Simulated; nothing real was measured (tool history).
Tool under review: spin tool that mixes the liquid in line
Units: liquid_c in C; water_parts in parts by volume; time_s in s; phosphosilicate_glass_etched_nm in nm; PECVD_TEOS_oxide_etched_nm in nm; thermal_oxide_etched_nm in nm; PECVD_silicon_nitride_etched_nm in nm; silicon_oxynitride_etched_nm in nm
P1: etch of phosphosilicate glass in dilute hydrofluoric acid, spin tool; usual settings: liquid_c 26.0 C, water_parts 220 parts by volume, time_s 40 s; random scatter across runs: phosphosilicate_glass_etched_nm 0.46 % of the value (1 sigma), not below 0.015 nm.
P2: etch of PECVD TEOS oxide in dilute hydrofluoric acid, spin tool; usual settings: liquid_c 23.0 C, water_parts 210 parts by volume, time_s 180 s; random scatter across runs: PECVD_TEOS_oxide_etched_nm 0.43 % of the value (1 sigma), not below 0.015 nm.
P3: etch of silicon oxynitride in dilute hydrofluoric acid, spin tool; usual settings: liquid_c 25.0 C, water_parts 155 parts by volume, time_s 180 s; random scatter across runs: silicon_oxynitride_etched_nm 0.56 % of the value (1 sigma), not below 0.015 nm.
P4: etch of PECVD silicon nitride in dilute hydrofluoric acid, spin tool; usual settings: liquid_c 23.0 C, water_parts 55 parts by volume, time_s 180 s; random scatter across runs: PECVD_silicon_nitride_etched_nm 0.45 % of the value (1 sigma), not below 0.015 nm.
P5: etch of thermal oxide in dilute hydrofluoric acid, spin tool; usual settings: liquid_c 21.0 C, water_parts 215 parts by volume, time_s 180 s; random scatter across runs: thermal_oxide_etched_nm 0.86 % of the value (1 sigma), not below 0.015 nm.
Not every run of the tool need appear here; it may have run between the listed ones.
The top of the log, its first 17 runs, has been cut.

run,hour,process,liquid_c,water_parts,time_s,phosphosilicate_glass_etched_nm,PECVD_TEOS_oxide_etched_nm,thermal_oxide_etched_nm,PECVD_silicon_nitride_etched_nm,silicon_oxynitride_etched_nm
18,86.9,P4,23.0,55,180,,,,5.0872,
19,90.7,P3,25.0,280,180,,,,,2.36670
20,98.2,P2,23.0,210,15,,0.50337,,,
21,103.0,P4,23.0,20,180,,,,13.6170,
22,109.2,P1,21.5,220,60,21.077,,,,
23,114.9,P4,23.0,55,40,,,,1.1026,
# hour 117.8: hydrofluoric acid flow meter replaced
24,119.4,P1,26.0,305,40,10.827,,,,
25,122.8,P1,26.0,390,70,13.807,,,,
26,128.2,P3,25.0,155,15,,,,,0.39026
27,132.9,P1,26.0,220,40,16.460,,,,
28,137.2,P1,26.0,220,20,8.276,,,,
29,144.5,P4,23.0,55,180,,,,5.0649,
30,150.4,P1,26.0,220,40,16.429,,,,

Run 31 is up next; what results do you expect?
31,156.8,P5,21.0,215,90,,,?,,

thermal_oxide_etched_nm: 1.5994 nm

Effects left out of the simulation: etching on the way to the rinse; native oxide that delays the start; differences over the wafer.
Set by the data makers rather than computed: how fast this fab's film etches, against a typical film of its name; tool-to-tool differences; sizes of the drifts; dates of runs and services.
